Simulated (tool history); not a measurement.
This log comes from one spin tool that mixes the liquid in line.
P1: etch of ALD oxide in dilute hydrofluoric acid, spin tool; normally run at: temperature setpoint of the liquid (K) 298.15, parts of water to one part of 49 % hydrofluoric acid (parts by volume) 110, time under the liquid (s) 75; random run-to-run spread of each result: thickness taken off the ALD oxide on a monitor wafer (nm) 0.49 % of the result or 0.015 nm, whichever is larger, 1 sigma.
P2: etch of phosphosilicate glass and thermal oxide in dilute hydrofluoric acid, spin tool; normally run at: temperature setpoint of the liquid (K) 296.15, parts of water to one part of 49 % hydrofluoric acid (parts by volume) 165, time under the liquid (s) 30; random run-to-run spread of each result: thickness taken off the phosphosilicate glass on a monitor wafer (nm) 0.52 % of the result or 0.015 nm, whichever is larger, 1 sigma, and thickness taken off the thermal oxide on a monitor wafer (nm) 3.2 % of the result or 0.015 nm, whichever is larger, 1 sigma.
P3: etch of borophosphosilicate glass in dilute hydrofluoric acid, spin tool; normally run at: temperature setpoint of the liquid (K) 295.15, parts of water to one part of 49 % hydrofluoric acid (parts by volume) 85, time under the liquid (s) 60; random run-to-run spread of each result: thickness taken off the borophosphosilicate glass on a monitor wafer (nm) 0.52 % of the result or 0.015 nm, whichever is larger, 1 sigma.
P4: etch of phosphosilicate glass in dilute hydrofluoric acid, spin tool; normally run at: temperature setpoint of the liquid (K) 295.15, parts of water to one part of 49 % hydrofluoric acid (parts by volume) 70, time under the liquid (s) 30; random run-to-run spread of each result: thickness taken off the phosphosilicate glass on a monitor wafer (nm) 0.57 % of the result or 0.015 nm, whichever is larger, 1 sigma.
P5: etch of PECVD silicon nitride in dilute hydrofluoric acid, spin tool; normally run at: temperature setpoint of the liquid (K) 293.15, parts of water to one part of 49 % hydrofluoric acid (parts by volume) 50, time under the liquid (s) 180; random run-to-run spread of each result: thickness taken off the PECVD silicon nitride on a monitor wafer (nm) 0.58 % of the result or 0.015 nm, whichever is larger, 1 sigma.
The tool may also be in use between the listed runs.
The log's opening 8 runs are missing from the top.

run	day	process that ran	temperature setpoint of the liquid (K)	parts of water to one part of 49 % hydrofluoric acid (parts by volume)	time under the liquid (s)	hours since the thermometer was replaced	hours since the hydrofluoric acid flow meter was replaced	thickness taken off the ALD oxide on a monitor wafer (nm)	thickness taken off the phosphosilicate glass on a monitor wafer (nm)	thickness taken off the thermal oxide on a monitor wafer (nm)	thickness taken off the borophosphosilicate glass on a monitor wafer (nm)	thickness taken off the PECVD silicon nitride on a monitor wafer (nm)
9	3.083	P4	300.65	70	30	622.4	563.4		57.025			
10	3.383	P5	293.15	50	300	629.6	570.6					7.5662
11	3.821	P4	295.15	70	30	640.1	581.1		45.386			
12	4.192	P5	293.15	50	180	649	590					4.4897
13	4.462	P4	295.15	70	50	655.5	596.5		76.023			
14	4.708	P4	295.15	40	30	661.4	602.4		82.977			
15	5.129	P1	303.65	50	75	671.5	612.5	33.605				
16	5.475	P5	293.15	85	180	679.8	620.8					2.6839
17	5.954	P1	298.15	110	75	691.3	632.3	11.37				
18	6.192	P2	296.15	105	30	697	638		22.275	1.2409		
19	6.546	P5	290.15	50	180	705.5	646.5					3.6856
20	6.917	P3	295.15	85	100	714.4	655.4				67.784	
21	7.242	P2	296.15	165	15	722.2	663.2		6.6675	0.41216		
22	7.612	P3	295.15	85	60	731.1	672.1				40.791	
23	7.85	P1	298.15	110	120	736.8	677.8	18.248				
24	8.104	P4	295.15	70	30	742.9	683.9		45.503			

Expected results for the next run?
25	8.429	P1	298.15	110	15	750.7	691.7	?				

thickness taken off the ALD oxide on a monitor wafer (nm): 2.2804

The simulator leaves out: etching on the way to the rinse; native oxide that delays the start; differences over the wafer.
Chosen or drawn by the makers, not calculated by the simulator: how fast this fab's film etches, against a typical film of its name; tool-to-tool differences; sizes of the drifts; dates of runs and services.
